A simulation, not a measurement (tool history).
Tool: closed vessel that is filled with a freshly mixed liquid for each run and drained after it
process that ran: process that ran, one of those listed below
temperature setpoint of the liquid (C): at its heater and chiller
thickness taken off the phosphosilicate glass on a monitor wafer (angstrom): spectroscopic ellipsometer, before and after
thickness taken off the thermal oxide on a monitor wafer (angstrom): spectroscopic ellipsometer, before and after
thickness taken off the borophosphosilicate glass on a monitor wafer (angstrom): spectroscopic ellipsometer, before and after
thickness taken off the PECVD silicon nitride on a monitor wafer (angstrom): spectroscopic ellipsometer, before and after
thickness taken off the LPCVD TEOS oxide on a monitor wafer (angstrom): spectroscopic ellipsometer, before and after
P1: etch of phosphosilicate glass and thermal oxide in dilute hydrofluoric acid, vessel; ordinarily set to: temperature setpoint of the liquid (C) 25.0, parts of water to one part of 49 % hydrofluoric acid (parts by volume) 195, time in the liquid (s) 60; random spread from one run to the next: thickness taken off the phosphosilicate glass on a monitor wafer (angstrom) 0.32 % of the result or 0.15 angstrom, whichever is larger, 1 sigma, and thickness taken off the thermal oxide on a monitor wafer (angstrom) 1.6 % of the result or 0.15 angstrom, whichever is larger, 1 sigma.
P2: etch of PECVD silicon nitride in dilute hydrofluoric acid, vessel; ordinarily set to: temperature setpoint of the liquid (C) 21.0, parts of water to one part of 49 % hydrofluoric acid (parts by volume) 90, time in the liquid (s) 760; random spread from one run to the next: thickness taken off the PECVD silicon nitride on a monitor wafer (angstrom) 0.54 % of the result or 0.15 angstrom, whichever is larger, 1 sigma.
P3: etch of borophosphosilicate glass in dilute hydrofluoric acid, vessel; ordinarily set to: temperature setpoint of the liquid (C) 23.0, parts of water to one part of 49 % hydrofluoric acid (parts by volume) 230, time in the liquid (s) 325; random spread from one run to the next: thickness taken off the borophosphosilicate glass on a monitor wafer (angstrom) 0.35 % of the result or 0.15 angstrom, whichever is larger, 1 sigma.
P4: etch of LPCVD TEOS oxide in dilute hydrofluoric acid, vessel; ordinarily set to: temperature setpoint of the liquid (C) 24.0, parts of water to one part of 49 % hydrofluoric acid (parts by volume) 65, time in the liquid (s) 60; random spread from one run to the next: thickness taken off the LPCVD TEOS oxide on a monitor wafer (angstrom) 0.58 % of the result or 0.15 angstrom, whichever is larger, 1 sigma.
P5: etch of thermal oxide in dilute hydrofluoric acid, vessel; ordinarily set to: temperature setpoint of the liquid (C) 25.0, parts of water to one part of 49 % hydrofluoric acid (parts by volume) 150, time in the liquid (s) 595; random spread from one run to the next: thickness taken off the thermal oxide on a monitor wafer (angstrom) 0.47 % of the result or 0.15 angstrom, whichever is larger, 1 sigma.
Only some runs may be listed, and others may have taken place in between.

run   hour  process that ran  temperature setpoint of the liquid (C)  parts of water to one part of 49 % hydrofluoric acid (parts by volume)  time in the liquid (s)  hours since the thermometer was replaced  hours since the hydrofluoric acid flow meter was replaced  thickness taken off the phosphosilicate glass on a monitor wafer (angstrom)  thickness taken off the thermal oxide on a monitor wafer (angstrom)  thickness taken off the borophosphosilicate glass on a monitor wafer (angstrom)  thickness taken off the PECVD silicon nitride on a monitor wafer (angstrom)  thickness taken off the LPCVD TEOS oxide on a monitor wafer (angstrom)
  1    7.5                P1                                    25.0                                                                     195                      60                                     420.6                                                      284.2                                                                      174.130                                                              14.2530
  2   15.0                P1                                    25.0                                                                     195                      30                                     428.1                                                      291.7                                                                       86.887                                                               7.0190
  3   23.1                P1                                    19.5                                                                     195                      60                                     436.2                                                      299.8                                                                      141.530                                                              11.6960
  4   31.0                P3                                    17.0                                                                     230                     325                                     444.1                                                      307.7                                                                                                                                                                                                                             272.28
      35.2  -- hydrofluoric acid flow meter replaced
  5   35.6                P2                                    21.0                                                                      90                    1405                                     448.7                                                        0.4                                                                                                                                                                                                                                                                                                          734.48
  6   43.4                P4                                    28.0                                                                      65                      60                                     456.5                                                        8.2                                                                                                                                                                                                                                                                                                                                                                                  306.97
  7   47.4                P5                                    25.0                                                                     150                     595                                     460.5                                                       12.2                                                                                                                                          166.3500
  8   55.4                P5                                    25.0                                                                     150                     595                                     468.5                                                       20.2                                                                                                                                          166.0200
  9   62.0                P2                                    21.0                                                                     150                     760                                     475.1                                                       26.8                                                                                                                                                                                                                                                                                                          242.05
 10   69.7                P4                                    24.0                                                                      65                     115                                     482.8                                                       34.5                                                                                                                                                                                                                                                                                                                                                                                  499.14
 11   75.1                P5                                    25.0                                                                     205                     595                                     488.2                                                       39.9                                                                                                                                          113.6300
 12   80.0                P5                                    30.5                                                                     150                     595                                     493.1                                                       44.8                                                                                                                                          204.4700
 13   85.9                P4                                    24.0                                                                      65                      60                                     499.0                                                       50.7                                                                                                                                                                                                                                                                                                                                                                                  261.13
 14   91.2                P4                                    24.0                                                                     105                      60                                     504.3                                                       56.0                                                                                                                                                                                                                                                                                                                                                                                  153.63
 15   99.2                P3                                    23.0                                                                     230                     325                                     512.3                                                       64.0                                                                                                                                                                                                                             341.60
 16  103.6                P3                                    23.0                                                                     230                     325                                     516.7                                                       68.4                                                                                                                                                                                                                             341.93
 17  108.8                P1                                    25.0                                                                     195                      60                                     521.9                                                       73.6                                                                      172.900                                                              14.4380
 18  114.9                P1                                    25.0                                                                     195                     105                                     528.0                                                       79.7                                                                      305.870                                                              24.6840
 19  123.1                P1                                    25.0                                                                     195                      60                                     536.2                                                       87.9                                                                      173.780                                                              14.3200
 20  129.3                P5                                    25.0                                                                     150                      30                                     542.4                                                       94.1                                                                                                                                            8.2176
 21  135.5                P1                                    25.0                                                                     350                      60                                     548.6                                                      100.3                                                                       83.645                                                               6.8567
 22  139.9                P1                                    25.0                                                                     115                      30                                     553.0                                                      104.7                                                                      161.420                                                              13.1000
 23  143.8                P3                                    23.0                                                                     230                     555                                     556.9                                                      108.6                                                                                                                                                                                                                             584.06
 24  152.1                P2                                    29.0                                                                      90                     760                                     565.2                                                      116.9                                                                                                                                                                                                                                                                                                          673.47
 25  159.1                P1                                    25.0                                                                     195                      60                                     572.2                                                      123.9                                                                      174.320                                                              14.1950
 26  164.4                P2                                    21.0                                                                      90                     760                                     577.5                                                      129.2                                                                                                                                                                                                                                                                                                          395.44
 27  172.5                P3                                    23.0                                                                     330                     325                                     585.6                                                      137.3                                                                                                                                                                                                                             217.59
 28  178.7                P1                                    25.0                                                                     195                      60                                     591.8                                                      143.5                                                                      175.070                                                              13.9800
 29  184.7                P1                                    32.5                                                                     195                      60                                     597.8                                                      149.5                                                                      228.070                                                              18.7080
 30  192.7                P1                                    25.0                                                                      60                      60                                     605.8                                                      157.5                                                                      667.230                                                              53.8850
 31  199.8                P1                                    17.0                                                                     195                      90                                     612.9                                                      164.6                                                                      193.700                                                              15.6810
 32  206.6                P1                                    25.0                                                                     195                      60                                     619.7                                                      171.4                                                                      174.220                                                              14.5070
 33  210.7                P1                                    25.0                                                                     195                      60                                     623.8                                                      175.5                                                                      177.270                                                              14.4690
 34  218.9                P1                                    25.0                                                                     195                      60                                     632.0                                                      183.7                                                                      181.560                                                              15.0050
 35  224.3                P1                                    25.0                                                                     195                      60                                     637.4                                                      189.1                                                                      182.950                                                              15.0450
 36  229.3                P1                                    25.0                                                                     195                      60                                     642.4                                                      194.1                                                                      184.240                                                              14.7480
 37  236.2                P1                                    25.0                                                                     195                      60                                     649.3                                                      201.0                                                                      186.110                                                              15.1930
 38  241.0                P1                                    25.0                                                                     195                      60                                     654.1                                                      205.8                                                                      186.580                                                              14.7510
 39  245.0                P1                                    25.0                                                                     195                      60                                     658.1                                                      209.8                                                                      185.730                                                              15.0460
 40  251.2                P1                                    25.0                                                                     195                      60                                     664.3                                                      216.0                                                                      185.840                                                              15.2390
 41  258.4                P1                                    25.0                                                                     195                      60                                     671.5                                                      223.2                                                                      187.770                                                              15.1410
 42  265.8                P1                                    25.0                                                                     195                      60                                     678.9                                                      230.6                                                                      187.060                                                              14.5430

What P1 gives has crept away from where it was. These 2 causes fit the log equally well, each at the size given:
A: liquid hotter than its thermometer reads (K) = 1.9
B: hydrofluoric acid flow above the setpoint (%) = 5.84
The gradual shift began around hour 206.6.

Which of the 4 check runs listed below separates the causes, so that each cause would produce a clearly different result? Each run uses one wafer, and its results are marked with question marks.
check 1  273.2                P5                                    29.5                                                                     150                     235                                                                                                                                                                                                                                                      ?
check 2  273.2                P4                                    24.0                                                                     100                     115                                                                                                                                                                                                                                                                                                                                                                                                                                                                                            ?
check 3  273.2                P3                                    18.0                                                                     230                     435                                                                                                                                                                                                                                                                                                                                       ?
check 4  273.2                P2                                    28.0                                                                      90                     760                                                                                                                                                                                                                                                                                                                                                                                                                    ?

What every check run would give for each of its results, assuming each possible cause in turn:
  check                                                                           result     if A     if B
check 1              thickness taken off the thermal oxide on a monitor wafer (angstrom)  82.8830  82.8490
check 2           thickness taken off the LPCVD TEOS oxide on a monitor wafer (angstrom)   334.33   330.66
check 3  thickness taken off the borophosphosilicate glass on a monitor wafer (angstrom)   407.69   405.81
check 4      thickness taken off the PECVD silicon nitride on a monitor wafer (angstrom)   708.18   664.12
Per-check spread between the two closest causes, in the result where they differ most: check 1 0.04 %; check 2 1.1 %; check 3 0.46 %; check 4 6.42 %
Only check 4 tells the causes apart: in the others they would give nearly the same result.

Running check 4 produced the following: thickness taken off the PECVD silicon nitride on a monitor wafer (angstrom) 709.73. Which one of the listed causes fits?

A is the cause: liquid hotter than its thermometer reads (K).
